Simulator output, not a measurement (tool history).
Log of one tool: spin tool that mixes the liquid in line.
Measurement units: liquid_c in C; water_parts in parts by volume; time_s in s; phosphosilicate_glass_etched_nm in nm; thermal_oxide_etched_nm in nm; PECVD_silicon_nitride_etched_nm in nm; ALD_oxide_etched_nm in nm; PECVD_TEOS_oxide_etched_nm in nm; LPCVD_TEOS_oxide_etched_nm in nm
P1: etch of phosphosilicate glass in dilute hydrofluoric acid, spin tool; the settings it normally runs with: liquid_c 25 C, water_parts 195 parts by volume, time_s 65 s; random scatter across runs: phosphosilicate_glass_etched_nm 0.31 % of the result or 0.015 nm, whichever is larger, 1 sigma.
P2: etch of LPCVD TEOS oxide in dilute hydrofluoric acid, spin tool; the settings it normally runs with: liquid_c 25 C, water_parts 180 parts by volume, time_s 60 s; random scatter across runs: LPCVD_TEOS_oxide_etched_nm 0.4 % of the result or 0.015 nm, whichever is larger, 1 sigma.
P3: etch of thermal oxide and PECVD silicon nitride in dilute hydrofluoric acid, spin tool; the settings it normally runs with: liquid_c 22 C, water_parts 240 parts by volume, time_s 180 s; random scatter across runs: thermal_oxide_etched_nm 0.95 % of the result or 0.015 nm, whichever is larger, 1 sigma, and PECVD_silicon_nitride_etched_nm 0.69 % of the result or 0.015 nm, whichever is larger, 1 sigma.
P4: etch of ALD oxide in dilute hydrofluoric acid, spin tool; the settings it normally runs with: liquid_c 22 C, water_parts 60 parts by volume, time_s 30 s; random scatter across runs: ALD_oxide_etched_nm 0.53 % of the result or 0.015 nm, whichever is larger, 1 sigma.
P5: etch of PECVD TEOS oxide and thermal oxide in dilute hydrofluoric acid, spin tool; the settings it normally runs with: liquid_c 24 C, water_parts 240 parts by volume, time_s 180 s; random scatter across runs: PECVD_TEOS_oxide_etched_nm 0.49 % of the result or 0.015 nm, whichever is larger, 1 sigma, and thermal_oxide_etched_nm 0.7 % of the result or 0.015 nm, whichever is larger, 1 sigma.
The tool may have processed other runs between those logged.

run   hour  process  liquid_c  water_parts  time_s  phosphosilicate_glass_etched_nm  thermal_oxide_etched_nm  PECVD_silicon_nitride_etched_nm  ALD_oxide_etched_nm  PECVD_TEOS_oxide_etched_nm  LPCVD_TEOS_oxide_etched_nm
  1    5.5       P1        25          195      65                           38.403
  2   14.4       P3        22           65     180                                                    12.459                           13.395
  3   20.4       P4      29.5           60      30                                                                                                          19.044
  4   28.7       P1        25          195      20                           11.791
  5   37.4       P5        24          240     315                                                    5.2341                                                                            18.036
  6   42.3       P5        32          240     180                                                    3.9596                                                                            13.554
  7   49.5       P5        24          240     180                                                    2.9994                                                                            10.296
  8   54.3       P2      32.5          180      60                                                                                                                                                                  6.7915
  9     64       P1        25          195     115                           67.821
 10   70.1       P3        22          240     180                                                    2.7971                           3.6959
 11   76.4       P3        22          240      75                                                    1.1666                           1.5098
 12   84.8       P2        25          180      60                                                                                                                                                                  5.1453
 13   93.9       P2        25          310      60                                                                                                                                                                  2.6389
 14   99.3       P4        22           60      30                                                                                                          14.143
 15  106.3       P1        19          195      65                           30.557
 16  111.1       P1      21.5          195     105                           54.508
 17  117.1       P4        22           60      60                                                                                                          28.422
 18  126.3       P1        25           45      65                           198.81
     132.4  -- hydrofluoric acid flow meter replaced
 19  133.1       P1        25          195      65                           38.408
 20    142       P1        25          195      65                           38.437
 21  149.6       P4        22           35      30                                                                                                           24.99
 22    157       P1        25          195      65                           38.443
     166.2  -- thermometer replaced
 23  166.6       P5        24           60     180                                                    14.873                                                                            50.471
 24  173.4       P1        25          355      65                           17.999
 25  178.4       P1        31          260      65                           33.008
 26  184.1       P3        22          240     180                                                    2.8217                           3.7246
 27  190.6       P1        25          195      65                           38.469
 28  195.6       P2        25          180     115                                                                                                                                                                  9.9792
 29  203.8       P3        30          240     180                                                    3.7718                           6.0963
 30  211.6       P1        29          195      65                           44.171
 31    221       P1        25          195      65                           38.493
 32  227.4       P1        25          195      65                           38.905
 33  234.3       P1        25          195      65                           39.538
 34    242       P1        25          195      65                           39.883
 35  251.4       P1        25          195      65                           40.359
 36    256       P1        25          195      65                           40.173
 37  260.7       P1        25          195      65                           40.435
 38  270.3       P1        25          195      65                           40.153
 39  277.8       P1        25          195      65                           40.434
 40    283       P1        25          195      65                           40.185

What P1 gives has crept off from where it sat before. The 2 causes that follow fit the log equally well, each at the size noted:
A: hydrofluoric acid flow above the setpoint (%) = 4.34
B: liquid hotter than its thermometer reads (K) = 1.42
Onset of the creep was near hour 221.

4 check runs are offered, each on 2 wafers whose results are averaged, their results left as question marks. Which one tells the causes apart?
check 1  288.2       P5        32          240     180                                                         ?                                                                                 ?
check 2  288.2       P4      28.5           60      60                                                                                                               ?
check 3  288.2       P3        28          135     180                                                         ?                                ?
check 4  288.2       P2      30.5          260      60                                                                                                                                                                       ?

What every check run would give for each of its results, assuming each possible cause in turn:
  check                           result    if A    if B
check 1          thermal_oxide_etched_nm  4.1697  4.1341
check 1       PECVD_TEOS_oxide_etched_nm  14.255  14.133
check 2              ALD_oxide_etched_nm  38.641  39.004
check 3          thermal_oxide_etched_nm   7.315  7.3341
check 3  PECVD_silicon_nitride_etched_nm  10.015  10.485
check 4       LPCVD_TEOS_oxide_etched_nm  4.2007  4.1641
Gap, in per cent, between the two causes that each check separates least, read from the result that separates them most: check 1 0.86 %; check 2 0.93 %; check 3 4.58 %; check 4 0.88 %
Check 3 is the one run that separates the causes; every other check would come out nearly the same whichever cause is at work.

The results of check 3 are: thermal_oxide_etched_nm 7.3017 nm; PECVD_silicon_nitride_etched_nm 10.015 nm. Based on these, which of the listed causes is it?

The cause is A: hydrofluoric acid flow above the setpoint (%).
